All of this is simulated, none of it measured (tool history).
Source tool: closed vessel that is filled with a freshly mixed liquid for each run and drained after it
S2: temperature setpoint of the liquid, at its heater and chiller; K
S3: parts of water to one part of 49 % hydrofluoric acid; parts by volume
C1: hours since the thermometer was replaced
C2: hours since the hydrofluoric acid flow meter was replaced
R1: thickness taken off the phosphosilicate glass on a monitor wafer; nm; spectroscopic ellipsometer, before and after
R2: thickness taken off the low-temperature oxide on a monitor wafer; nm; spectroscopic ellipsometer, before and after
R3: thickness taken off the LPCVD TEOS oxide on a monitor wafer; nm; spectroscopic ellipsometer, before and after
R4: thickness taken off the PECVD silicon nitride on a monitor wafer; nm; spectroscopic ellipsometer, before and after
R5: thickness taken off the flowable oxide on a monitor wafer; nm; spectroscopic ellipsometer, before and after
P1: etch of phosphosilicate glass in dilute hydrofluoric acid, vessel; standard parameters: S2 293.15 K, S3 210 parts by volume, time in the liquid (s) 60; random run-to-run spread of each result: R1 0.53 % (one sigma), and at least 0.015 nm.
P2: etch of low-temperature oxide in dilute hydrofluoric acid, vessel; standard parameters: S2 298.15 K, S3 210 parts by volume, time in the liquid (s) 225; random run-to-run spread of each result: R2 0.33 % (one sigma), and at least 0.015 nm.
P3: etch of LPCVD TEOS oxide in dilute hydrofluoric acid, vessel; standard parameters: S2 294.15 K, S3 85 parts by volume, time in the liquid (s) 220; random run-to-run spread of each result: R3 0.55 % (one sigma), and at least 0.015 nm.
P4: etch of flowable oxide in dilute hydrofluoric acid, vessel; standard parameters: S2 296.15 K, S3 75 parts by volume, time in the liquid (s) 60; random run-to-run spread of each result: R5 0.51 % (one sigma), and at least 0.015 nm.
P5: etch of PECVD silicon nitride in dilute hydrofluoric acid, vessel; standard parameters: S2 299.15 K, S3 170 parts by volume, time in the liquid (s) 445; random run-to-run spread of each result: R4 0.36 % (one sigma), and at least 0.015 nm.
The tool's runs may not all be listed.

{"run": 1, "day": 0.179, "process that ran": "P1", "S2": 293.15, "S3": 210, "time in the liquid (s)": 60, "C1": 529.5, "C2": 221, "R1": 27.886}
{"run": 2, "day": 0.492, "process that ran": "P2", "S2": 298.15, "S3": 210, "time in the liquid (s)": 225, "C1": 537, "C2": 228.5, "R2": 27.74}
{"run": 3, "day": 0.75, "process that ran": "P1", "S2": 293.15, "S3": 290, "time in the liquid (s)": 30, "C1": 543.2, "C2": 234.7, "R1": 9.2295}
{"run": 4, "day": 1.012, "process that ran": "P2", "S2": 298.15, "S3": 345, "time in the liquid (s)": 225, "C1": 549.5, "C2": 241, "R2": 14.667}
{"run": 5, "day": 1.238, "process that ran": "P1", "S2": 293.15, "S3": 210, "time in the liquid (s)": 60, "C1": 554.9, "C2": 246.4, "R1": 27.889}
{"run": 6, "day": 1.467, "process that ran": "P3", "S2": 294.15, "S3": 85, "time in the liquid (s)": 125, "C1": 560.4, "C2": 251.9, "R3": 33.157}
{"run": 7, "day": 1.758, "process that ran": "P5", "S2": 299.15, "S3": 170, "time in the liquid (s)": 445, "C1": 567.4, "C2": 258.9, "R4": 7.9888}
{"run": 8, "day": 2.05, "process that ran": "P5", "S2": 299.15, "S3": 170, "time in the liquid (s)": 760, "C1": 574.4, "C2": 265.9, "R4": 13.753}
{"run": 9, "day": 2.192, "process that ran": "P3", "S2": 294.15, "S3": 30, "time in the liquid (s)": 220, "C1": 577.8, "C2": 269.3, "R3": 177.91}
{"run": 10, "day": 2.429, "process that ran": "P1", "S2": 293.15, "S3": 95, "time in the liquid (s)": 60, "C1": 583.5, "C2": 275, "R1": 68.096}
{"run": 11, "day": 2.608, "process that ran": "P2", "S2": 298.15, "S3": 210, "time in the liquid (s)": 225, "C1": 587.8, "C2": 279.3, "R2": 27.593}
{"run": 12, "day": 2.808, "process that ran": "P4", "S2": 301.15, "S3": 75, "time in the liquid (s)": 60, "C1": 592.6, "C2": 284.1, "R5": 35.419}
{"run": 13, "day": 3.092, "process that ran": "P4", "S2": 296.15, "S3": 75, "time in the liquid (s)": 60, "C1": 599.4, "C2": 290.9, "R5": 28.825}
{"run": 14, "day": 3.371, "process that ran": "P1", "S2": 293.15, "S3": 210, "time in the liquid (s)": 60, "C1": 606.1, "C2": 297.6, "R1": 27.276}
{"run": 15, "day": 3.675, "process that ran": "P1", "S2": 293.15, "S3": 210, "time in the liquid (s)": 60, "C1": 613.4, "C2": 304.9, "R1": 27.481}
{"run": 16, "day": 3.971, "process that ran": "P2", "S2": 305.65, "S3": 210, "time in the liquid (s)": 225, "C1": 620.5, "C2": 312, "R2": 35.824}
{"run": 17, "day": 4.221, "process that ran": "P1", "S2": 293.15, "S3": 210, "time in the liquid (s)": 85, "C1": 626.5, "C2": 318, "R1": 39.105}
{"run": 18, "day": 4.471, "process that ran": "P1", "S2": 293.15, "S3": 290, "time in the liquid (s)": 60, "C1": 632.5, "C2": 324, "R1": 18.601}
{"run": 19, "day": 4.717, "process that ran": "P2", "S2": 298.15, "S3": 210, "time in the liquid (s)": 105, "C1": 638.4, "C2": 329.9, "R2": 12.899}
{"run": 20, "day": 4.933, "process that ran": "P3", "S2": 294.15, "S3": 85, "time in the liquid (s)": 220, "C1": 643.6, "C2": 335.1, "R3": 58.968}
{"run": 21, "day": 5.179, "process that ran": "P5", "S2": 299.15, "S3": 95, "time in the liquid (s)": 445, "C1": 649.5, "C2": 341, "R4": 14.219}
{"run": 22, "day": 5.338, "process that ran": "P4", "S2": 296.15, "S3": 120, "time in the liquid (s)": 60, "C1": 653.3, "C2": 344.8, "R5": 17.146}
{"run": 23, "day": 5.5, "process that ran": "P1", "S2": 293.15, "S3": 210, "time in the liquid (s)": 60, "C1": 657.2, "C2": 348.7, "R1": 27.403}

The next listed run, before its measurement:
{"run": 24, "day": 5.804, "process that ran": "P1", "S2": 293.15, "S3": 210, "time in the liquid (s)": 60, "C1": 664.5, "C2": 356, "R1": "?"}

R1: 27.521 nm

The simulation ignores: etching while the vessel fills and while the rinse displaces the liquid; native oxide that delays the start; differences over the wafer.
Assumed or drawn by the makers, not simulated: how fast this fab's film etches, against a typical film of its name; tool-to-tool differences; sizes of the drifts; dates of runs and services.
